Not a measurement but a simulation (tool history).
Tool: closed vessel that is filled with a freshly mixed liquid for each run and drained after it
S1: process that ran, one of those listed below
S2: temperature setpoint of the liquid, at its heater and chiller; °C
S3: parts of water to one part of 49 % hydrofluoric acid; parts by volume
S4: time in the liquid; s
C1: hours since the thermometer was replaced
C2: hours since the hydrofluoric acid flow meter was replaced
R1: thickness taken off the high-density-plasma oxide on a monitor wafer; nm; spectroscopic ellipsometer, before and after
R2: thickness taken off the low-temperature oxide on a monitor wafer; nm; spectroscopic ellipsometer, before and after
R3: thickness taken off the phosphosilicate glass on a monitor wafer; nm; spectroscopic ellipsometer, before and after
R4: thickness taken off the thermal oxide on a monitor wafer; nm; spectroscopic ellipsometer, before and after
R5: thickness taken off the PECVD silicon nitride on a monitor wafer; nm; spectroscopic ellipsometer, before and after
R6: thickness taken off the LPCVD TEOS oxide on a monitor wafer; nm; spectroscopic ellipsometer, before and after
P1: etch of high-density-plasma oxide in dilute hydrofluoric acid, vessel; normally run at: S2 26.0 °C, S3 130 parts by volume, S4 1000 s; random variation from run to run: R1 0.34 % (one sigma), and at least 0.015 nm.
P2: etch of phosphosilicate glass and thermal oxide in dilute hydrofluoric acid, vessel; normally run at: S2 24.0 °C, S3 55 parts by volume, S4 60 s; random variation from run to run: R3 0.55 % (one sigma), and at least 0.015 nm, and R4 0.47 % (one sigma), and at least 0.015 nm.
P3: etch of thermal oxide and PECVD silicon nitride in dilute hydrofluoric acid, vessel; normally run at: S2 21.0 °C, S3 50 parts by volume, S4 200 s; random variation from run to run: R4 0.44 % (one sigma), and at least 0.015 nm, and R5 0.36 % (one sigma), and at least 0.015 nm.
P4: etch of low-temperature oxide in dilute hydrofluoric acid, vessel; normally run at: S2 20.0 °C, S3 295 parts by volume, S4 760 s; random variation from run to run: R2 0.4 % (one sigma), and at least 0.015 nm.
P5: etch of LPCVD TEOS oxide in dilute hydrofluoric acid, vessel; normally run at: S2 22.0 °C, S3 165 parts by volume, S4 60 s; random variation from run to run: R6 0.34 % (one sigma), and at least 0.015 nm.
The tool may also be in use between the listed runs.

{"run": 1, "hour": 5.8, "S1": "P1", "S2": 26.0, "S3": 130, "S4": 1000, "C1": 1224.0, "C2": 176.5, "R1": 41.286}
{"run": 2, "hour": 9.7, "S1": "P4", "S2": 17.0, "S3": 295, "S4": 760, "C1": 1227.9, "C2": 180.4, "R2": 32.878}
{"run": 3, "hour": 16.0, "S1": "P1", "S2": 26.0, "S3": 130, "S4": 1000, "C1": 1234.2, "C2": 186.7, "R1": 41.152}
{"run": 4, "hour": 21.5, "S1": "P2", "S2": 18.0, "S3": 55, "S4": 60, "C1": 1239.7, "C2": 192.2, "R3": 109.08, "R4": 4.2365}
{"run": 5, "hour": 26.3, "S1": "P2", "S2": 24.0, "S3": 55, "S4": 60, "C1": 1244.5, "C2": 197.0, "R3": 139.82, "R4": 5.504}
{"run": 6, "hour": 29.7, "S1": "P1", "S2": 26.0, "S3": 130, "S4": 1000, "C1": 1247.9, "C2": 200.4, "R1": 41.119}
{"run": 7, "hour": 37.3, "S1": "P3", "S2": 21.0, "S3": 50, "S4": 200, "C1": 1255.5, "C2": 208.0, "R4": 16.666, "R5": 10.949}
{"run": 8, "hour": 40.8, "S1": "P3", "S2": 21.0, "S3": 30, "S4": 200, "C1": 1259.0, "C2": 211.5, "R4": 28.692, "R5": 18.079}
{"run": 9, "hour": 44.5, "S1": "P1", "S2": 20.5, "S3": 130, "S4": 1000, "C1": 1262.7, "C2": 215.2, "R1": 33.248}
{"run": 10, "hour": 50.6, "S1": "P4", "S2": 20.0, "S3": 145, "S4": 760, "C1": 1268.8, "C2": 221.3, "R2": 87.118}
{"run": 11, "hour": 54.0, "S1": "P1", "S2": 26.0, "S3": 130, "S4": 1000, "C1": 1272.2, "C2": 224.7, "R1": 40.982}
{"run": 12, "hour": 57.6, "S1": "P3", "S2": 28.5, "S3": 50, "S4": 200, "C1": 1275.8, "C2": 228.3, "R4": 22.73, "R5": 18.242}
{"run": 13, "hour": 62.1, "S1": "P1", "S2": 26.0, "S3": 35, "S4": 1000, "C1": 1280.3, "C2": 232.8, "R1": 173.36}
{"run": 14, "hour": 68.5, "S1": "P3", "S2": 21.0, "S3": 50, "S4": 380, "C1": 1286.7, "C2": 239.2, "R4": 31.852, "R5": 20.877}
{"run": 15, "hour": 73.3, "S1": "P5", "S2": 22.0, "S3": 75, "S4": 60, "C1": 1291.5, "C2": 244.0, "R6": 25.987}
{"run": 16, "hour": 79.4, "S1": "P1", "S2": 26.0, "S3": 75, "S4": 535, "C1": 1297.6, "C2": 250.1, "R1": 41.066}
{"run": 17, "hour": 83.4, "S1": "P5", "S2": 22.0, "S3": 165, "S4": 100, "C1": 1301.6, "C2": 254.1, "R6": 17.9}
{"run": 18, "hour": 91.0, "S1": "P1", "S2": 26.0, "S3": 130, "S4": 1835, "C1": 1309.2, "C2": 261.7, "R1": 75.476}
{"run": 19, "hour": 97.0, "S1": "P5", "S2": 22.0, "S3": 165, "S4": 60, "C1": 1315.2, "C2": 267.7, "R6": 10.751}
{"run": 20, "hour": 101.8, "S1": "P4", "S2": 20.0, "S3": 295, "S4": 760, "C1": 1320.0, "C2": 272.5, "R2": 37.037}
{"run": 21, "hour": 109.3, "S1": "P2", "S2": 24.0, "S3": 55, "S4": 90, "C1": 1327.5, "C2": 280.0, "R3": 208.87, "R4": 8.2618}
{"run": 22, "hour": 113.7, "S1": "P2", "S2": 24.0, "S3": 95, "S4": 60, "C1": 1331.9, "C2": 284.4, "R3": 76.635, "R4": 2.9687}
{"run": 23, "hour": 117.3, "S1": "P4", "S2": 20.0, "S3": 295, "S4": 760, "C1": 1335.5, "C2": 288.0, "R2": 37.046}
{"run": 24, "hour": 123.1, "S1": "P4", "S2": 20.0, "S3": 295, "S4": 245, "C1": 1341.3, "C2": 293.8, "R2": 11.946}
{"run": 25, "hour": 128.3, "S1": "P5", "S2": 28.5, "S3": 165, "S4": 60, "C1": 1346.5, "C2": 299.0, "R6": 13.653}
{"run": 26, "hour": 135.6, "S1": "P1", "S2": 26.0, "S3": 215, "S4": 1800, "C1": 1353.8, "C2": 306.3, "R1": 40.6}
{"run": 27, "hour": 140.6, "S1": "P1", "S2": 26.0, "S3": 130, "S4": 545, "C1": 1358.8, "C2": 311.3, "R1": 22.403}
{"run": 28, "hour": 145.7, "S1": "P5", "S2": 22.0, "S3": 165, "S4": 60, "C1": 1363.9, "C2": 316.4, "R6": 10.75}
{"run": 29, "hour": 150.9, "S1": "P2", "S2": 24.0, "S3": 55, "S4": 60, "C1": 1369.1, "C2": 321.6, "R3": 138.89, "R4": 5.4537}
{"run": 30, "hour": 155.3, "S1": "P1", "S2": 26.0, "S3": 200, "S4": 1000, "C1": 1373.5, "C2": 326.0, "R1": 24.712}
{"run": 31, "hour": 162.6, "S1": "P1", "S2": 21.5, "S3": 130, "S4": 1390, "C1": 1380.8, "C2": 333.3, "R1": 48.231}
{"run": 32, "hour": 167.7, "S1": "P1", "S2": 26.0, "S3": 130, "S4": 1000, "C1": 1385.9, "C2": 338.4, "R1": 40.809}
{"run": 33, "hour": 174.1, "S1": "P3", "S2": 21.0, "S3": 50, "S4": 200, "C1": 1392.3, "C2": 344.8, "R4": 16.745, "R5": 10.995}
{"run": 34, "hour": 181.5, "S1": "P1", "S2": 32.5, "S3": 130, "S4": 1000, "C1": 1399.7, "C2": 352.2, "R1": 52.385}
{"run": 35, "hour": 186.8, "S1": "P1", "S2": 26.0, "S3": 130, "S4": 1000, "C1": 1405.0, "C2": 357.5, "R1": 41.119}
{"run": 36, "hour": 192.4, "S1": "P1", "S2": 26.0, "S3": 130, "S4": 1000, "C1": 1410.6, "C2": 363.1, "R1": 41.94}
{"run": 37, "hour": 195.9, "S1": "P1", "S2": 26.0, "S3": 130, "S4": 1000, "C1": 1414.1, "C2": 366.6, "R1": 42.505}
{"run": 38, "hour": 202.5, "S1": "P1", "S2": 26.0, "S3": 130, "S4": 1000, "C1": 1420.7, "C2": 373.2, "R1": 43.027}
{"run": 39, "hour": 209.8, "S1": "P1", "S2": 26.0, "S3": 130, "S4": 1000, "C1": 1428.0, "C2": 380.5, "R1": 43.26}
{"run": 40, "hour": 214.1, "S1": "P1", "S2": 26.0, "S3": 130, "S4": 1000, "C1": 1432.3, "C2": 384.8, "R1": 43.353}
{"run": 41, "hour": 221.1, "S1": "P1", "S2": 26.0, "S3": 130, "S4": 1000, "C1": 1439.3, "C2": 391.8, "R1": 43.439}
{"run": 42, "hour": 224.7, "S1": "P1", "S2": 26.0, "S3": 130, "S4": 1000, "C1": 1442.9, "C2": 395.4, "R1": 43.164}
{"run": 43, "hour": 230.1, "S1": "P1", "S2": 26.0, "S3": 130, "S4": 1000, "C1": 1448.3, "C2": 400.8, "R1": 43.582}

What P1 gives has crept away from where it was. These 2 causes fit the log equally well, each at the size given:
A: hydrofluoric acid flow above the setpoint (%) = 4.8
B: liquid hotter than its thermometer reads (K) = 1.44
The creep began at about hour 186.8.

4 check runs are offered, one wafer each, their results left as question marks. Which one tells the causes apart?
{"run": "check 1", "hour": 235.5, "S1": "P4", "S2": 20.0, "S3": 295, "S4": 760, "R2": "?"}
{"run": "check 2", "hour": 235.5, "S1": "P2", "S2": 24.0, "S3": 55, "S4": 60, "R3": "?", "R4": "?"}
{"run": "check 3", "hour": 235.5, "S1": "P3", "S2": 21.0, "S3": 50, "S4": 200, "R4": "?", "R5": "?"}
{"run": "check 4", "hour": 235.5, "S1": "P5", "S2": 22.0, "S3": 165, "S4": 60, "R6": "?"}

What each check would give under each cause:
check=check_1 result=R2 if_A=39.268 if_B=39.001
check=check_2 result=R3 if_A=146.600 if_B=147.850
check=check_2 result=R4 if_A=5.7509 if_B=5.7998
check=check_3 result=R4 if_A=17.6200 if_B=17.8090
check=check_3 result=R5 if_A=11.510 if_B=12.138
check=check_4 result=R6 if_A=11.319 if_B=11.321
How far apart the two closest causes lie, in the result that separates them most: check 1 0.68 %; check 2 0.85 %; check 3 5.31 %; check 4 0.02 %
Only check 3 tells the causes apart: in the others they would give nearly the same result.

Then check 3 was run and gave: R4 17.8310 nm; R5 12.215 nm. Which cause is it?

It is B: liquid hotter than its thermometer reads (K).

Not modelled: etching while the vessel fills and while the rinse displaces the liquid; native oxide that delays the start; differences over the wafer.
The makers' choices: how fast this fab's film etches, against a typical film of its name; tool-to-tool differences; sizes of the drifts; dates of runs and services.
